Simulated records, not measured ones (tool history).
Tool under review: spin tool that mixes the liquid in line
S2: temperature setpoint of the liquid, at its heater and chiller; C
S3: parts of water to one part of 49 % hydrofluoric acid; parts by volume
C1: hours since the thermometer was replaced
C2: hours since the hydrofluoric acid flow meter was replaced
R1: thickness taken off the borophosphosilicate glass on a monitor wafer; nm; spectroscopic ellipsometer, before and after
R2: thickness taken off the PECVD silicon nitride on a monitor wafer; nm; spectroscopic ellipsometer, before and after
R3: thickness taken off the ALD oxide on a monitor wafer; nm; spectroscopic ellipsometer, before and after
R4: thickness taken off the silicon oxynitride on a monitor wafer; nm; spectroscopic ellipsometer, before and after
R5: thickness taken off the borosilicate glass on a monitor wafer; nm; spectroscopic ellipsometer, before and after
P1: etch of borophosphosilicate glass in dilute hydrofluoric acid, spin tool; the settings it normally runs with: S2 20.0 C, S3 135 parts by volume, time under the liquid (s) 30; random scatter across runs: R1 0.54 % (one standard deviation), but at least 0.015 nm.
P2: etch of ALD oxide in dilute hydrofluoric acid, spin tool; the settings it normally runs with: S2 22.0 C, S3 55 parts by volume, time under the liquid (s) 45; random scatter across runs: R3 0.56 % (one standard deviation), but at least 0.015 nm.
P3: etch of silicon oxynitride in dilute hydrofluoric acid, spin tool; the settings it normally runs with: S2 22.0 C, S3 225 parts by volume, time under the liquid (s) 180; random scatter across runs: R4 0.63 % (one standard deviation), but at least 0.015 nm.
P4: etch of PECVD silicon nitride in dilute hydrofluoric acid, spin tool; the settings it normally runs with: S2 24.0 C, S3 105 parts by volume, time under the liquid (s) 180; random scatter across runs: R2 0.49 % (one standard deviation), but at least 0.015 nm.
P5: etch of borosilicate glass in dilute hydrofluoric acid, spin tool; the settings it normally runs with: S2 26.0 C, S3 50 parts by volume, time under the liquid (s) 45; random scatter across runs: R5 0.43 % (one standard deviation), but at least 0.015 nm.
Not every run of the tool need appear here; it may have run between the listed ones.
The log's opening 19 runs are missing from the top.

Run 20, hour 217.6: process that ran P3, S2 22.0 C, S3 225 parts by volume, time under the liquid (s) 180; C1 177.7; C2 83.0. Result: R4 3.21900 nm.
Run 21, hour 229.9: process that ran P1, S2 20.0 C, S3 135 parts by volume, time under the liquid (s) 30; C1 190.0; C2 95.3. Result: R1 6.8021 nm.
Run 22, hour 239.6: process that ran P1, S2 20.0 C, S3 75 parts by volume, time under the liquid (s) 50; C1 199.7; C2 105.0. Result: R1 21.7530 nm.
Run 23, hour 251.5: process that ran P1, S2 20.0 C, S3 245 parts by volume, time under the liquid (s) 30; C1 211.6; C2 116.9. Result: R1 3.3479 nm.
Run 24, hour 264.8: process that ran P5, S2 34.0 C, S3 50 parts by volume, time under the liquid (s) 45; C1 224.9; C2 130.2. Result: R5 28.060 nm.
Run 25, hour 275.6: process that ran P2, S2 22.0 C, S3 55 parts by volume, time under the liquid (s) 75; C1 235.7; C2 141.0. Result: R3 37.207 nm.
Run 26, hour 287.9: process that ran P1, S2 20.0 C, S3 135 parts by volume, time under the liquid (s) 15; C1 248.0; C2 153.3. Result: R1 3.3817 nm.
Run 27, hour 296.2: process that ran P2, S2 17.0 C, S3 55 parts by volume, time under the liquid (s) 45; C1 256.3; C2 161.6. Result: R3 18.115 nm.
Run 28, hour 303.9: process that ran P2, S2 22.0 C, S3 55 parts by volume, time under the liquid (s) 45; C1 264.0; C2 169.3. Result: R3 22.601 nm.
Run 29, hour 316.6: process that ran P1, S2 17.0 C, S3 135 parts by volume, time under the liquid (s) 30; C1 276.7; C2 182.0. Result: R1 6.0457 nm.
Run 30, hour 329.0: process that ran P1, S2 20.0 C, S3 135 parts by volume, time under the liquid (s) 55; C1 289.1; C2 194.4. Result: R1 12.4140 nm.
Run 31, hour 337.3: process that ran P3, S2 22.0 C, S3 225 parts by volume, time under the liquid (s) 20; C1 297.4; C2 202.7. Result: R4 0.35353 nm.
Run 32, hour 349.6: process that ran P1, S2 20.0 C, S3 135 parts by volume, time under the liquid (s) 30; C1 309.7; C2 215.0. Result: R1 6.7609 nm.
Run 33, hour 359.8: process that ran P1, S2 20.0 C, S3 135 parts by volume, time under the liquid (s) 30; C1 319.9; C2 225.2. Result: R1 7.0876 nm.
Run 34, hour 374.5: process that ran P1, S2 20.0 C, S3 135 parts by volume, time under the liquid (s) 30; C1 334.6; C2 239.9. Result: R1 7.2747 nm.
Run 35, hour 384.0: process that ran P1, S2 20.0 C, S3 135 parts by volume, time under the liquid (s) 30; C1 344.1; C2 249.4. Result: R1 7.2224 nm.
Run 36, hour 394.0: process that ran P1, S2 20.0 C, S3 135 parts by volume, time under the liquid (s) 30; C1 354.1; C2 259.4. Result: R1 7.3601 nm.
Run 37, hour 401.0: process that ran P1, S2 20.0 C, S3 135 parts by volume, time under the liquid (s) 30; C1 361.1; C2 266.4. Result: R1 7.3765 nm.
Run 38, hour 410.6: process that ran P1, S2 20.0 C, S3 135 parts by volume, time under the liquid (s) 30; C1 370.7; C2 276.0. Result: R1 7.3661 nm.
Run 39, hour 418.6: process that ran P1, S2 20.0 C, S3 135 parts by volume, time under the liquid (s) 30; C1 378.7; C2 284.0. Result: R1 7.4494 nm.

Estimate the outcome of run 40 from the log above:
Run 40, hour 425.5: process that ran P1, S2 20.0 C, S3 135 parts by volume, time under the liquid (s) 30; C1 385.6; C2 290.9. Result: R1 ?.

R1: 7.4054 nm
